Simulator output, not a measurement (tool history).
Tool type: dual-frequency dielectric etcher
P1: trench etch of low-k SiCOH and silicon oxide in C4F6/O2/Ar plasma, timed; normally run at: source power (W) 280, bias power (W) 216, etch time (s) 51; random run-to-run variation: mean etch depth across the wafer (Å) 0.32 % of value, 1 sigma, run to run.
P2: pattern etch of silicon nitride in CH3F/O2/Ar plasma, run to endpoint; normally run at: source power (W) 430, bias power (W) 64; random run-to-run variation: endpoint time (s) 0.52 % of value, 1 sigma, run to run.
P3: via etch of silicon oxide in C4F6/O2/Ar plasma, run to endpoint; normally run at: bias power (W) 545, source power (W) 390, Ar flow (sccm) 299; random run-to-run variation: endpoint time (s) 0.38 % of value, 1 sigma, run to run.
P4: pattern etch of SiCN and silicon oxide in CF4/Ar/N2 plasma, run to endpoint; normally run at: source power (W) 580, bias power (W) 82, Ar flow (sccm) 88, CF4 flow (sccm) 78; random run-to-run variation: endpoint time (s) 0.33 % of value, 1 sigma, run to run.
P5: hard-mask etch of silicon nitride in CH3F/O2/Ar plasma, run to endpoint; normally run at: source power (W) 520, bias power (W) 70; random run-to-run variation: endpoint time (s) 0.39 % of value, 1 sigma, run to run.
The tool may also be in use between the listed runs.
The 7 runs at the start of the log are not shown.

run  hour  process that ran  source power (W)  bias power (W)  etch time (s)  Ar flow (sccm)  CF4 flow (sccm)  mean etch depth across the wafer (Å)  endpoint time (s)
  8  28.7                P1               280             286             67                                                                 2210.7
  9  32.3                P4               580              58                             88               78                                                   10.498
 10  37.2                P2               430              64                                                                                                   44.506
 11  41.3                P1               280             216             51                                                                 1520.5
 12  46.1                P1               280             216             51                                                                 1516.3
 13  49.2                P5               520              90                                                                                                   48.427
 14  53.3                P5               720              70                                                                                                   46.829
 15  56.8                P1               280             216             51                                                                 1523.1
 16  59.8                P1               280             216             51                                                                   1533
 17  63.7                P4               580              82                             88               52                                                   9.9923
 18  68.4                P3               390             439                            299                                                                    23.649
 19  71.5                P4               580              82                             88               78                                                   9.4214
 20    75                P2               430              88                                                                                                   39.803
 21  79.1                P3               490             545                            299                                                                    20.033
 22  84.1                P1               280             216           37.5                                                                 1119.5

Forecast run 23:
 23  88.5                P1               280             216             51                                                                      ?

mean etch depth across the wafer (Å): 1532.5

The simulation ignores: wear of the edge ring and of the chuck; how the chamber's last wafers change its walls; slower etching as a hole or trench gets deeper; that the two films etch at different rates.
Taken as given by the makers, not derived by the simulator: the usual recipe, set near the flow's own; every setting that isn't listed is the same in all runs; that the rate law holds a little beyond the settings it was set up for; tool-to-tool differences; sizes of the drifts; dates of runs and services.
